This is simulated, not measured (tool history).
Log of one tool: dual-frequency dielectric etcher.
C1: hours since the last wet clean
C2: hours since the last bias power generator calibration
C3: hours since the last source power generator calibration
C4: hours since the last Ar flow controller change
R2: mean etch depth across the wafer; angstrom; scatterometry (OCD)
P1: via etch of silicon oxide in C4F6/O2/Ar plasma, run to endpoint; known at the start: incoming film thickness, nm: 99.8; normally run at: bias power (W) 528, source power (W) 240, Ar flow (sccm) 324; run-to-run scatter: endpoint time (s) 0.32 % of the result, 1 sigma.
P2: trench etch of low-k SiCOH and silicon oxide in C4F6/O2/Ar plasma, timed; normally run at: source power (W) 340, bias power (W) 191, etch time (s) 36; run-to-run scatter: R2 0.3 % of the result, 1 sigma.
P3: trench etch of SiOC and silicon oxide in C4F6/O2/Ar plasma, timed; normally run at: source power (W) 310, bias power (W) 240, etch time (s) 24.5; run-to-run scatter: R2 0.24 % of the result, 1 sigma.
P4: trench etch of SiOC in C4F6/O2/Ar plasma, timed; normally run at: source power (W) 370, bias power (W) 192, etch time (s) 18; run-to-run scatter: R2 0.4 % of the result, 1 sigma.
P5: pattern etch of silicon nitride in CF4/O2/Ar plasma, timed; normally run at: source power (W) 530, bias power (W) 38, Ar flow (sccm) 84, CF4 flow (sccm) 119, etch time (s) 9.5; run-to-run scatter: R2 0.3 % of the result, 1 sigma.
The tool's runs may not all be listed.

run 1 hour=5.5 | process_that_ran=P1 bias_power_(W)=528 source_power_(W)=240 Ar_flow_(sccm)=324 | C1=196.1 C2=531.4 C3=802.5 C4=2435.2 | endpoint_time_(s)=25.527
run 2 hour=8.6 | process_that_ran=P4 bias_power_(W)=192 source_power_(W)=370 etch_time_(s)=18 | C1=199.2 C2=534.5 C3=805.6 C4=2438.3 | R2=372.35
run 3 hour=13.4 | process_that_ran=P1 bias_power_(W)=644 source_power_(W)=240 Ar_flow_(sccm)=220 | C1=204 C2=539.3 C3=810.4 C4=2443.1 | endpoint_time_(s)=22.691
run 4 hour=16.6 | process_that_ran=P3 bias_power_(W)=240 source_power_(W)=310 etch_time_(s)=24.5 | C1=207.2 C2=542.5 C3=813.6 C4=2446.3 | R2=481.49
run 5 hour=19.3 | process_that_ran=P1 bias_power_(W)=528 source_power_(W)=190 Ar_flow_(sccm)=438 | C1=209.9 C2=545.2 C3=816.3 C4=2449 | endpoint_time_(s)=28.885
run 6 hour=23.3 | process_that_ran=P2 bias_power_(W)=124 source_power_(W)=340 etch_time_(s)=36 | C1=213.9 C2=549.2 C3=820.3 C4=2453 | R2=974.64
run 7 hour=27.5 | process_that_ran=P1 bias_power_(W)=528 source_power_(W)=240 Ar_flow_(sccm)=385 | C1=218.1 C2=553.4 C3=824.5 C4=2457.2 | endpoint_time_(s)=26.196
run 8 hour=32.1 | process_that_ran=P1 bias_power_(W)=528 source_power_(W)=240 Ar_flow_(sccm)=324 | C1=222.7 C2=558 C3=829.1 C4=2461.8 | endpoint_time_(s)=25.582
run 9 hour=37.6 | process_that_ran=P2 bias_power_(W)=191 source_power_(W)=420 etch_time_(s)=36 | C1=228.2 C2=563.5 C3=834.6 C4=2467.3 | R2=1211.7
run 10 hour=40.6 | process_that_ran=P5 bias_power_(W)=38 source_power_(W)=420 Ar_flow_(sccm)=84 etch_time_(s)=9.5 CF4_flow_(sccm)=119 | C1=231.2 C2=566.5 C3=837.6 C4=2470.3 | R2=152.61
run 11 hour=44.9 | process_that_ran=P1 bias_power_(W)=657 source_power_(W)=240 Ar_flow_(sccm)=324 | C1=235.5 C2=570.8 C3=841.9 C4=2474.6 | endpoint_time_(s)=23.673
run 12 hour=49.6 | process_that_ran=P5 bias_power_(W)=50 source_power_(W)=530 Ar_flow_(sccm)=84 etch_time_(s)=9.5 CF4_flow_(sccm)=119 | C1=240.2 C2=575.5 C3=846.6 C4=2479.3 | R2=206.01
run 13 hour=53.1 | process_that_ran=P1 bias_power_(W)=344 source_power_(W)=240 Ar_flow_(sccm)=434 | C1=243.7 C2=579 C3=850.1 C4=2482.8 | endpoint_time_(s)=31.061
run 14 hour=57.6 | process_that_ran=P5 bias_power_(W)=38 source_power_(W)=530 Ar_flow_(sccm)=109 etch_time_(s)=9.5 CF4_flow_(sccm)=119 | C1=248.2 C2=583.5 C3=854.6 C4=2487.3 | R2=180.56
run 15 hour=61.4 | process_that_ran=P1 bias_power_(W)=528 source_power_(W)=240 Ar_flow_(sccm)=324 | C1=252 C2=587.3 C3=858.4 C4=2491.1 | endpoint_time_(s)=25.631
run 16 hour=64.3 | process_that_ran=P5 bias_power_(W)=38 source_power_(W)=530 Ar_flow_(sccm)=84 etch_time_(s)=9.5 CF4_flow_(sccm)=164 | C1=254.9 C2=590.2 C3=861.3 C4=2494 | R2=193.86
run 17 hour=67.5 | process_that_ran=P3 bias_power_(W)=240 source_power_(W)=310 etch_time_(s)=18 | C1=258.1 C2=593.4 C3=864.5 C4=2497.2 | R2=352.46
run 18 hour=73.1 | process_that_ran=P3 bias_power_(W)=240 source_power_(W)=210 etch_time_(s)=24.5 | C1=263.7 C2=599 C3=870.1 C4=2502.8 | R2=416.51
run 19 hour=78.5 | process_that_ran=P2 bias_power_(W)=191 source_power_(W)=340 etch_time_(s)=36 | C1=269.1 C2=604.4 C3=875.5 C4=2508.2 | R2=1107.4
run 20 hour=84.2 | process_that_ran=P2 bias_power_(W)=191 source_power_(W)=340 etch_time_(s)=44.5 | C1=274.8 C2=610.1 C3=881.2 C4=2513.9 | R2=1374.3
run 21 hour=89.1 | process_that_ran=P1 bias_power_(W)=528 source_power_(W)=240 Ar_flow_(sccm)=324 | C1=279.7 C2=615 C3=886.1 C4=2518.8 | endpoint_time_(s)=25.622
run 22 hour=93.8 | process_that_ran=P1 bias_power_(W)=528 source_power_(W)=190 Ar_flow_(sccm)=324 | C1=284.4 C2=619.7 C3=890.8 C4=2523.5 | endpoint_time_(s)=27.976
run 23 hour=98.3 | process_that_ran=P1 bias_power_(W)=528 source_power_(W)=240 Ar_flow_(sccm)=324 | C1=288.9 C2=624.2 C3=895.3 C4=2528 | endpoint_time_(s)=25.719
run 24 hour=101.9 | process_that_ran=P4 bias_power_(W)=192 source_power_(W)=370 etch_time_(s)=18 | C1=292.5 C2=627.8 C3=898.9 C4=2531.6 | R2=372.25
run 25 hour=105.7 | process_that_ran=P4 bias_power_(W)=266 source_power_(W)=370 etch_time_(s)=18 | C1=296.3 C2=631.6 C3=902.7 C4=2535.4 | R2=412.77
run 26 hour=111 | process_that_ran=P1 bias_power_(W)=528 source_power_(W)=240 Ar_flow_(sccm)=324 | C1=301.6 C2=636.9 C3=908 C4=2540.7 | endpoint_time_(s)=25.654
run 27 hour=115.9 | process_that_ran=P5 bias_power_(W)=38 source_power_(W)=530 Ar_flow_(sccm)=84 etch_time_(s)=9.5 CF4_flow_(sccm)=119 | C1=306.5 C2=641.8 C3=912.9 C4=2545.6 | R2=187.39

Forecast run 28:
run 28 hour=119.2 | process_that_ran=P4 bias_power_(W)=192 source_power_(W)=370 etch_time_(s)=27 | C1=309.8 C2=645.1 C3=916.2 C4=2548.9 | R2=?

{"run 28": {"R2": 560.4}}
